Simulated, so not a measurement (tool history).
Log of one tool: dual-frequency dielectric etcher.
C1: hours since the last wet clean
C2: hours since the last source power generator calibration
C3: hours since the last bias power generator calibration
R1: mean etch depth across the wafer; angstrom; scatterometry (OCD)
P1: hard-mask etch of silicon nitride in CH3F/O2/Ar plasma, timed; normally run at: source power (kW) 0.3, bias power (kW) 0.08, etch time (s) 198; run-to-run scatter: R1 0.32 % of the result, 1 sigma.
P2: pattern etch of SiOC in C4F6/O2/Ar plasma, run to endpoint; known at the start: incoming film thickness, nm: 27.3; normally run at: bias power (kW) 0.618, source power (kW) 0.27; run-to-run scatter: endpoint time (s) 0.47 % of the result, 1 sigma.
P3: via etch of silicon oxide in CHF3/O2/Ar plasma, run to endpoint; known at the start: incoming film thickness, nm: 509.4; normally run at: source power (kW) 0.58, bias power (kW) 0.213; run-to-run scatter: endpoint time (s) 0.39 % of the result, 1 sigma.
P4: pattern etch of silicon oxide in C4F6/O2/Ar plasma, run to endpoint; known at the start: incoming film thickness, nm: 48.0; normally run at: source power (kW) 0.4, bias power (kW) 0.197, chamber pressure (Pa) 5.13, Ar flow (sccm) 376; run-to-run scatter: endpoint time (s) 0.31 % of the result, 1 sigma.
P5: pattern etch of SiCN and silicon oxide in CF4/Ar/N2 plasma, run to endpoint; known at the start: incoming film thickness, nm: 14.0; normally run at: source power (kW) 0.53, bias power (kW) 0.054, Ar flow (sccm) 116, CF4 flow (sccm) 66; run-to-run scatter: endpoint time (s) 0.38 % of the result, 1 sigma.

{"run": 1, "hour": 6.0, "process that ran": "P1", "source power (kW)": 0.3, "bias power (kW)": 0.08, "etch time (s)": 198, "C1": 255.9, "C2": 1603.8, "C3": 1111.2, "R1": 1304.2}
{"run": 2, "hour": 13.1, "process that ran": "P3", "source power (kW)": 0.38, "bias power (kW)": 0.213, "C1": 263, "C2": 1610.9, "C3": 1118.3, "endpoint time (s)": 285.27}
{"run": 3, "hour": 24.1, "process that ran": "P1", "source power (kW)": 0.3, "bias power (kW)": 0.08, "etch time (s)": 198, "C1": 274, "C2": 1621.9, "C3": 1129.3, "R1": 1307.4}
{"run": 4, "hour": 30.2, "process that ran": "P5", "source power (kW)": 0.53, "bias power (kW)": 0.031, "Ar flow (sccm)": 116, "CF4 flow (sccm)": 66, "C1": 280.1, "C2": 1628, "C3": 1135.4, "endpoint time (s)": 19.059}
{"run": 5, "hour": 42.8, "process that ran": "P1", "source power (kW)": 0.3, "bias power (kW)": 0.08, "etch time (s)": 198, "C1": 292.7, "C2": 1640.6, "C3": 1148, "R1": 1306.6}
{"run": 6, "hour": 48.3, "process that ran": "P5", "source power (kW)": 0.53, "bias power (kW)": 0.054, "Ar flow (sccm)": 157, "CF4 flow (sccm)": 66, "C1": 298.2, "C2": 1646.1, "C3": 1153.5, "endpoint time (s)": 17.077}
{"run": 7, "hour": 56.0, "process that ran": "P3", "source power (kW)": 0.58, "bias power (kW)": 0.213, "C1": 305.9, "C2": 1653.8, "C3": 1161.2, "endpoint time (s)": 242.31}
{"run": 8, "hour": 63.4, "process that ran": "P1", "source power (kW)": 0.3, "bias power (kW)": 0.08, "etch time (s)": 153.5, "C1": 313.3, "C2": 1661.2, "C3": 1168.6, "R1": 1014.4}
{"run": 9, "hour": 75.1, "process that ran": "P5", "source power (kW)": 0.53, "bias power (kW)": 0.054, "Ar flow (sccm)": 116, "CF4 flow (sccm)": 66, "C1": 325, "C2": 1672.9, "C3": 1180.3, "endpoint time (s)": 16.066}
{"run": 10, "hour": 83.0, "process that ran": "P4", "source power (kW)": 0.4, "bias power (kW)": 0.197, "Ar flow (sccm)": 484, "chamber pressure (Pa)": 5.13, "C1": 332.9, "C2": 1680.8, "C3": 1188.2, "endpoint time (s)": 15.943}
{"run": 11, "hour": 95.4, "process that ran": "P4", "source power (kW)": 0.4, "bias power (kW)": 0.197, "Ar flow (sccm)": 376, "chamber pressure (Pa)": 5.13, "C1": 345.3, "C2": 1693.2, "C3": 1200.6, "endpoint time (s)": 15.453}
{"run": 12, "hour": 104.2, "process that ran": "P1", "source power (kW)": 0.21, "bias power (kW)": 0.049, "etch time (s)": 198, "C1": 354.1, "C2": 1702, "C3": 1209.4, "R1": 968.84}
{"run": 13, "hour": 116.2, "process that ran": "P3", "source power (kW)": 0.58, "bias power (kW)": 0.135, "C1": 366.1, "C2": 1714, "C3": 1221.4, "endpoint time (s)": 281.48}
{"run": 14, "hour": 126.9, "process that ran": "P1", "source power (kW)": 0.3, "bias power (kW)": 0.08, "etch time (s)": 198, "C1": 376.8, "C2": 1724.7, "C3": 1232.1, "R1": 1306.7}
{"run": 15, "hour": 138.6, "process that ran": "P2", "source power (kW)": 0.27, "bias power (kW)": 0.618, "C1": 388.5, "C2": 1736.4, "C3": 1243.8, "endpoint time (s)": 9.7751}
{"run": 16, "hour": 147.3, "process that ran": "P2", "source power (kW)": 0.27, "bias power (kW)": 0.486, "C1": 397.2, "C2": 1745.1, "C3": 1252.5, "endpoint time (s)": 10.722}
{"run": 17, "hour": 157.1, "process that ran": "P4", "source power (kW)": 0.4, "bias power (kW)": 0.244, "Ar flow (sccm)": 376, "chamber pressure (Pa)": 5.13, "C1": 407, "C2": 1754.9, "C3": 1262.3, "endpoint time (s)": 14.344}
{"run": 18, "hour": 165.4, "process that ran": "P5", "source power (kW)": 0.53, "bias power (kW)": 0.054, "Ar flow (sccm)": 116, "CF4 flow (sccm)": 93, "C1": 415.3, "C2": 1763.2, "C3": 1270.6, "endpoint time (s)": 15.146}
{"run": 19, "hour": 174.9, "process that ran": "P1", "source power (kW)": 0.3, "bias power (kW)": 0.104, "etch time (s)": 198, "C1": 424.8, "C2": 1772.7, "C3": 1280.1, "R1": 1437.6}
{"run": 20, "hour": 183.7, "process that ran": "P2", "source power (kW)": 0.38, "bias power (kW)": 0.618, "C1": 433.6, "C2": 1781.5, "C3": 1288.9, "endpoint time (s)": 8.6939}
{"run": 21, "hour": 191.9, "process that ran": "P4", "source power (kW)": 0.4, "bias power (kW)": 0.197, "Ar flow (sccm)": 376, "chamber pressure (Pa)": 6.47, "C1": 441.8, "C2": 1789.7, "C3": 1297.1, "endpoint time (s)": 15.834}
{"run": 22, "hour": 201.5, "process that ran": "P1", "source power (kW)": 0.3, "bias power (kW)": 0.08, "etch time (s)": 198, "C1": 451.4, "C2": 1799.3, "C3": 1306.7, "R1": 1312.6}
{"run": 23, "hour": 212.8, "process that ran": "P1", "source power (kW)": 0.37, "bias power (kW)": 0.08, "etch time (s)": 198, "C1": 462.7, "C2": 1810.6, "C3": 1318, "R1": 1418.6}
{"run": 24, "hour": 220.4, "process that ran": "P1", "source power (kW)": 0.23, "bias power (kW)": 0.08, "etch time (s)": 198, "C1": 470.3, "C2": 1818.2, "C3": 1325.6, "R1": 1177}
{"run": 25, "hour": 227.2, "process that ran": "P4", "source power (kW)": 0.24, "bias power (kW)": 0.197, "Ar flow (sccm)": 376, "chamber pressure (Pa)": 5.13, "C1": 477.1, "C2": 1825, "C3": 1332.4, "endpoint time (s)": 18.762}
{"run": 26, "hour": 236.9, "process that ran": "P5", "source power (kW)": 0.35, "bias power (kW)": 0.054, "Ar flow (sccm)": 116, "CF4 flow (sccm)": 66, "C1": 486.8, "C2": 1834.7, "C3": 1342.1, "endpoint time (s)": 23.224}

Forecast run 27:
{"run": 27, "hour": 245.7, "process that ran": "P3", "source power (kW)": 0.58, "bias power (kW)": 0.213, "C1": 495.6, "C2": 1843.5, "C3": 1350.9, "endpoint time (s)": "?"}

Run 27 gave endpoint time (s) 242.96.
